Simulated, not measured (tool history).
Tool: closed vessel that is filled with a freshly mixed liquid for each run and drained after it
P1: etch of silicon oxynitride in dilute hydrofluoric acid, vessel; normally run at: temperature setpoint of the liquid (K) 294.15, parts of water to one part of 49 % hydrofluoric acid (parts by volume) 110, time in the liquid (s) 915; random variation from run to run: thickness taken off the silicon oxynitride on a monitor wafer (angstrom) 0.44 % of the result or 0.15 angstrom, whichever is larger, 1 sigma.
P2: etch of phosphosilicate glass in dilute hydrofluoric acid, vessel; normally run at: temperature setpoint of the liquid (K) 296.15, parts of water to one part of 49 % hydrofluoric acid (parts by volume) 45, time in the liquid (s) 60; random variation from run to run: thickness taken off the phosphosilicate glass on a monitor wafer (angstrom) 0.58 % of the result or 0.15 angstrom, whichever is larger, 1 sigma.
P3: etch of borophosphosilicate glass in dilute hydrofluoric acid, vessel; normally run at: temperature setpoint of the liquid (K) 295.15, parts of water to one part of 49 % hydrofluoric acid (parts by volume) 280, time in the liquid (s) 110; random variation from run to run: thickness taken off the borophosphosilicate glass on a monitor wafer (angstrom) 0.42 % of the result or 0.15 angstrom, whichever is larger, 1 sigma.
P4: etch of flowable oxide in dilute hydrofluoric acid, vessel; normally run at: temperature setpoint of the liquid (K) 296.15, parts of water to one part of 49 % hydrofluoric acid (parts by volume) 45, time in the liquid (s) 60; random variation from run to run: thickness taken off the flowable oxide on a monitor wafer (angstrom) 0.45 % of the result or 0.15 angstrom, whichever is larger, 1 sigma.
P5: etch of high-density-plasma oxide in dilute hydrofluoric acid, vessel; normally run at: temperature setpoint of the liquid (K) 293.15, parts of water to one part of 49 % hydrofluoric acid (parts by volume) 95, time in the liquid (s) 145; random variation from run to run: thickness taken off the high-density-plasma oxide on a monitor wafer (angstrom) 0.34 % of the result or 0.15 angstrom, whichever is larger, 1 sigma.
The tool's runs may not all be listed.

| run | day | process that ran | temperature setpoint of the liquid (K) | parts of water to one part of 49 % hydrofluoric acid (parts by volume) | time in the liquid (s) | hours since the thermometer was replaced | hours since the hydrofluoric acid flow meter was replaced | thickness taken off the silicon oxynitride on a monitor wafer (angstrom) | thickness taken off the high-density-plasma oxide on a monitor wafer (angstrom) | thickness taken off the flowable oxide on a monitor wafer (angstrom) | thickness taken off the phosphosilicate glass on a monitor wafer (angstrom) | thickness taken off the borophosphosilicate glass on a monitor wafer (angstrom) |
|---|---|---|---|---|---|---|---|---|---|---|---|---|
| 1 | 0.404 | P1 | 294.15 | 110 | 915 | 512.3 | 1012.2 | 323.48 |  |  |  |  |
| 2 | 0.971 | P1 | 294.15 | 110 | 915 | 525.9 | 1025.8 | 320.82 |  |  |  |  |
| 3 | 1.488 | P1 | 294.15 | 110 | 915 | 538.3 | 1038.2 | 320.59 |  |  |  |  |
| 4 | 1.979 | P5 | 301.15 | 95 | 145 | 550.1 | 1050 |  | 98.955 |  |  |  |
| 5 | 2.55 | P4 | 296.15 | 45 | 60 | 563.8 | 1063.7 |  |  | 528.3 |  |  |
| 6 | 3.083 | P5 | 293.15 | 95 | 145 | 576.6 | 1076.5 |  | 71.069 |  |  |  |
| 7 | 3.533 | P5 | 293.15 | 25 | 145 | 587.4 | 1087.3 |  | 296.46 |  |  |  |
| 8 | 4.017 | P2 | 296.15 | 45 | 110 | 599 | 1098.9 |  |  |  | 3184.2 |  |
| 9 | 4.55 | P3 | 295.15 | 280 | 110 | 611.8 | 1111.7 |  |  |  |  | 104.71 |
| 10 | 4.929 | P1 | 294.15 | 110 | 915 | 620.9 | 1120.8 | 322.47 |  |  |  |  |
| 11 | 5.479 | P2 | 296.15 | 45 | 60 | 634.1 | 1134 |  |  |  | 1696.5 |  |
| 12 | 5.962 | P5 | 293.15 | 95 | 145 | 645.7 | 1145.6 |  | 71.532 |  |  |  |
| 13 | 6.262 | P1 | 301.15 | 110 | 915 | 652.9 | 1152.8 | 446.93 |  |  |  |  |
| 14 | 6.779 | P2 | 296.15 | 20 | 60 | 665.3 | 1165.2 |  |  |  | 4014.4 |  |
| 15 | 7.258 | P1 | 300.65 | 110 | 370 | 676.8 | 1176.7 | 175.94 |  |  |  |  |
| 16 | 7.562 | P1 | 294.15 | 110 | 915 | 684.1 | 1184 | 322.8 |  |  |  |  |
| 17 | 7.833 | P4 | 296.15 | 45 | 60 | 690.6 | 1190.5 |  |  | 529.65 |  |  |
| 18 | 8.225 | P4 | 296.15 | 20 | 60 | 700 | 1199.9 |  |  | 1239.8 |  |  |
| 19 | 8.733 | P4 | 296.15 | 45 | 30 | 712.2 | 1212.1 |  |  | 266.1 |  |  |
| 20 | 9.196 | P1 | 290.15 | 110 | 915 | 723.3 | 1223.2 | 264.41 |  |  |  |  |
| 21 | 9.712 | P1 | 294.15 | 30 | 915 | 735.7 | 1235.6 | 1253.4 |  |  |  |  |
| 22 | 10.158 | P2 | 301.15 | 45 | 60 | 746.4 | 1246.3 |  |  |  | 2105.6 |  |

The next listed run, before its measurement:
| 23 | 10.704 | P1 | 294.15 | 110 | 35 | 759.5 | 1259.4 | ? |  |  |  |  |

{"run 23": {"thickness taken off the silicon oxynitride on a monitor wafer (angstrom)": 12.182}}
